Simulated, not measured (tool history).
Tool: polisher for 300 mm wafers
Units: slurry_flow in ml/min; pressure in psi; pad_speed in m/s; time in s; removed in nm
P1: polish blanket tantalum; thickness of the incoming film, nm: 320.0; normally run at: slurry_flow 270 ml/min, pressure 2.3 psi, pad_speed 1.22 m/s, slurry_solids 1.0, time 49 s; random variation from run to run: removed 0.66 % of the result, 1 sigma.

run	hour	slurry_flow	pressure	pad_speed	slurry_solids	time	removed
1	4.9	270	2.3	1.22	1.0	49	116.940
2	9.5	270	2.3	1.22	1.0	49	116.450
3	15.7	270	1.4	1.22	1.3	49	76.943
4	24.5	270	2.3	1.22	0.7	49	104.080
5	33.1	420	2.3	1.22	1.0	49	121.160
6	38.6	270	2.3	1.22	1.0	49	117.760
7	47.5	270	2.3	1.22	1.0	22	52.727
8	53.9	270	2.3	1.22	1.5	32	84.432
9	58.8	270	2.3	1.22	1.0	49	117.650
10	65.1	270	3.5	1.22	1.0	49	178.590
# hour 67.4: worn pad replaced by a new one
11	74.6	270	2.3	1.22	1.0	76	179.450
12	82.2	270	2.3	1.22	1.0	49	118.120
13	91.3	270	2.3	1.56	1.0	49	149.020
14	95.9	270	2.3	1.22	1.0	49	116.010
15	104.7	270	2.3	0.60	1.0	49	57.304
16	111.6	160	2.3	1.22	1.0	49	110.040
17	118.0	270	2.3	1.22	1.0	49	116.360
18	125.7	270	1.0	1.22	1.0	49	50.798
19	131.4	270	2.3	1.22	1.5	49	128.050
20	139.7	270	2.3	1.22	1.0	49	116.040
21	145.1	270	2.3	1.22	1.0	49	110.900
22	152.8	270	2.3	1.22	1.0	49	106.460
# hour 153.7: slurry nozzle cleaned
23	157.9	270	2.3	1.22	1.0	49	106.500

Run 24 comes next. What will it give?
# hour 161.2: worn pad replaced by a new one
24	162.6	270	2.3	1.22	1.0	49	?

{"run 24": {"removed": 104.22}}

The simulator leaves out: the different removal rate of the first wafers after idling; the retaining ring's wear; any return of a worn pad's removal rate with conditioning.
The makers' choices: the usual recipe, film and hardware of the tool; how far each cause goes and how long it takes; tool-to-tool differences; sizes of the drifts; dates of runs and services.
